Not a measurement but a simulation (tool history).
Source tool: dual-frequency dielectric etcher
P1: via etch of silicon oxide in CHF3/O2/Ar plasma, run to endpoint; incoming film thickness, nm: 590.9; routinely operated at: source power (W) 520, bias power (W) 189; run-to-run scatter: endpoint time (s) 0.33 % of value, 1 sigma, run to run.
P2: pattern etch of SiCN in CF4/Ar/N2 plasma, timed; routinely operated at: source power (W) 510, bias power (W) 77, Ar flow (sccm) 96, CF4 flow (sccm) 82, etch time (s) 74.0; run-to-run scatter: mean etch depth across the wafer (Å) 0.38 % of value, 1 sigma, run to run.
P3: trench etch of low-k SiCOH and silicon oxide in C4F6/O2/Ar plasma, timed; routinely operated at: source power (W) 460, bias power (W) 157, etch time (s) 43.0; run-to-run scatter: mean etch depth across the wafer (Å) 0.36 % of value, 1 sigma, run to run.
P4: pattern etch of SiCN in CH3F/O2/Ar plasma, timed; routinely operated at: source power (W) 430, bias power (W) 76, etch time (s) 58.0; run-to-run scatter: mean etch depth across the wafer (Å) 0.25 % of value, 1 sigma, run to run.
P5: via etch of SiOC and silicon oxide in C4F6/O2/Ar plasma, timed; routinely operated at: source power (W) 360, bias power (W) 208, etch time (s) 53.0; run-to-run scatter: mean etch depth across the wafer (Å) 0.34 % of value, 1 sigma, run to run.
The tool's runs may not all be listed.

run,hour,process that ran,source power (W),bias power (W),Ar flow (sccm),CF4 flow (sccm),etch time (s),hours since the last wet clean,hours since the last source power generator calibration,hours since the last bias power generator calibration,endpoint time (s),mean etch depth across the wafer (Å)
1,9.7,P1,520,189,,,,233.5,2574.7,1976.0,314.79,
2,18.2,P1,680,189,,,,242.0,2583.2,1984.5,283.95,
3,26.5,P2,510,77,96,82,109.5,250.3,2591.5,1992.8,,1125.70
4,33.6,P4,430,48,,,58.0,257.4,2598.6,1999.9,,188.15
5,48.0,P3,460,157,,,43.0,271.8,2613.0,2014.3,,1390.30
6,61.5,P1,720,153,,,,285.3,2626.5,2027.8,295.14,
7,69.2,P3,460,96,,,43.0,293.0,2634.2,2035.5,,1212.80
8,80.4,P2,380,77,96,82,74.0,304.2,2645.4,2046.7,,585.94
9,86.9,P1,520,189,,,,310.7,2651.9,2053.2,315.47,
10,94.6,P3,460,157,,,43.0,318.4,2659.6,2060.9,,1392.90
11,102.5,P2,510,77,56,82,74.0,326.3,2667.5,2068.8,,809.76
12,111.3,P3,460,157,,,56.0,335.1,2676.3,2077.6,,1806.20
13,124.6,P4,250,76,,,58.0,348.4,2689.6,2090.9,,180.42
14,136.8,P4,430,76,,,32.0,360.6,2701.8,2103.1,,121.94
15,144.7,P1,670,151,,,,368.5,2709.7,2111.0,307.79,
16,156.7,P1,520,189,,,,380.5,2721.7,2123.0,312.74,
17,169.3,P1,520,189,,,,393.1,2734.3,2135.6,314.46,
18,179.0,P1,520,126,,,,402.8,2744.0,2145.3,360.74,
19,186.7,P4,430,76,,,58.0,410.5,2751.7,2153.0,,220.99
20,200.6,P1,520,242,,,,424.4,2765.6,2166.9,287.36,
21,215.1,P1,520,189,,,,438.9,2780.1,2181.4,314.59,
22,228.2,P5,360,140,,,53.0,452.0,2793.2,2194.5,,533.76
23,239.2,P1,340,189,,,,463.0,2804.2,2205.5,370.41,
24,248.1,P2,510,77,96,54,74.0,471.9,2813.1,2214.4,,709.23
25,258.5,P2,510,62,96,82,74.0,482.3,2823.5,2224.8,,703.91
26,270.9,P4,430,76,,,58.0,494.7,2835.9,2237.2,,221.36
27,279.5,P3,590,157,,,43.0,503.3,2844.5,2245.8,,1536.60
28,289.3,P1,520,189,,,,513.1,2854.3,2255.6,314.48,
29,300.5,P5,260,208,,,53.0,524.3,2865.5,2266.8,,534.35
30,309.8,P1,340,121,,,,533.6,2874.8,2276.1,428.24,

Run 31, settings as shown, results not yet in. Your forecast:
31,319.8,P5,360,208,,,53.0,543.6,2884.8,2286.1,,?

Run 31 produced mean etch depth across the wafer (Å) 605.33.
